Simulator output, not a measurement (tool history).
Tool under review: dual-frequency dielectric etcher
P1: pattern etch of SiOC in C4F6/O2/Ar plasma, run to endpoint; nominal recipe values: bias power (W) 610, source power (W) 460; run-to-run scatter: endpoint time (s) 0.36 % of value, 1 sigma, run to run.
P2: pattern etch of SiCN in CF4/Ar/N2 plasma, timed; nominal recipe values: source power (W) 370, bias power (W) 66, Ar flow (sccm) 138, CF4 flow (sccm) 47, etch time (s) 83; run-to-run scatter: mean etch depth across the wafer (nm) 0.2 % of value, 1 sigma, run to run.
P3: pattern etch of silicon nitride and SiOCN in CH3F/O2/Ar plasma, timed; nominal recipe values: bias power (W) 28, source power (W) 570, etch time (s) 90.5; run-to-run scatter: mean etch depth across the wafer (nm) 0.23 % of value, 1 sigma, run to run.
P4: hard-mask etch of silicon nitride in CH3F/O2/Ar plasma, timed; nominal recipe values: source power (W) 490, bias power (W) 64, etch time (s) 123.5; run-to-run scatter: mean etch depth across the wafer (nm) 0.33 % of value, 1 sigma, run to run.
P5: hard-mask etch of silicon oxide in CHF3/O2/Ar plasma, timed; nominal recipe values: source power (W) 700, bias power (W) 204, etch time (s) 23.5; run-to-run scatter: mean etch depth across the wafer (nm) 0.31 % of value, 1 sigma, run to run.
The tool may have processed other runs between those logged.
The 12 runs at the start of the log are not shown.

run   hour  process that ran  bias power (W)  source power (W)  etch time (s)  Ar flow (sccm)  CF4 flow (sccm)  hours since the last wet clean  hours since the last bias power generator calibration  hours since the last source power generator calibration  endpoint time (s)  mean etch depth across the wafer (nm)
 13  116.5                P1             398               460                                                                           434.8                                                 1729.2                                                     1657             9.6617
 14  123.4                P5             288               700           23.5                                                            441.7                                                 1736.1                                                   1663.9                                                     60.76
 15  130.4                P2              66               370             83              90               47                           448.7                                                 1743.1                                                   1670.9                                                    57.164
 16  138.8                P1             410               330                                                                           457.1                                                 1751.5                                                   1679.3             10.831
 17  151.1                P4              64               490           90.5                                                            469.4                                                 1763.8                                                   1691.6                                                    65.526
 18  162.4                P1             610               460                                                                           480.7                                                 1775.1                                                   1702.9             8.2974
 19  168.1                P3              28               570           90.5                                                            486.4                                                 1780.8                                                   1708.6                                                    15.044
 20  176.8                P4              64               490          123.5                                                            495.1                                                 1789.5                                                   1717.3                                                    89.704
 21  183.9                P5             204               700           23.5                                                            502.2                                                 1796.6                                                   1724.4                                                    53.519
     193.3  -- source power generator calibrated
 22  195.5                P1             610               260                                                                           513.8                                                 1808.2                                                      2.2             10.183
 23  206.4                P2              66               370             83             138               47                           524.7                                                 1819.1                                                     13.1                                                     53.32
 24  217.5                P2              66               480             83             138               47                           535.8                                                 1830.2                                                     24.2                                                    66.756
 25  225.9                P2              66               370            101             138               47                           544.2                                                 1838.6                                                     32.6                                                    64.681
 26  236.7                P3              28               570             59                                                              555                                                 1849.4                                                     43.4                                                    9.8204
 27  245.7                P1             610               460                                                                             564                                                 1858.4                                                     52.4              8.262
 28    253                P4              64               490          123.5                                                            571.3                                                 1865.7                                                     59.7                                                    88.835

Run 29 is up next; what results do you expect?
 29  259.7                P3              28               570           90.5                                                              578                                                 1872.4                                                     66.4                                                         ?

mean etch depth across the wafer (nm): 15.08
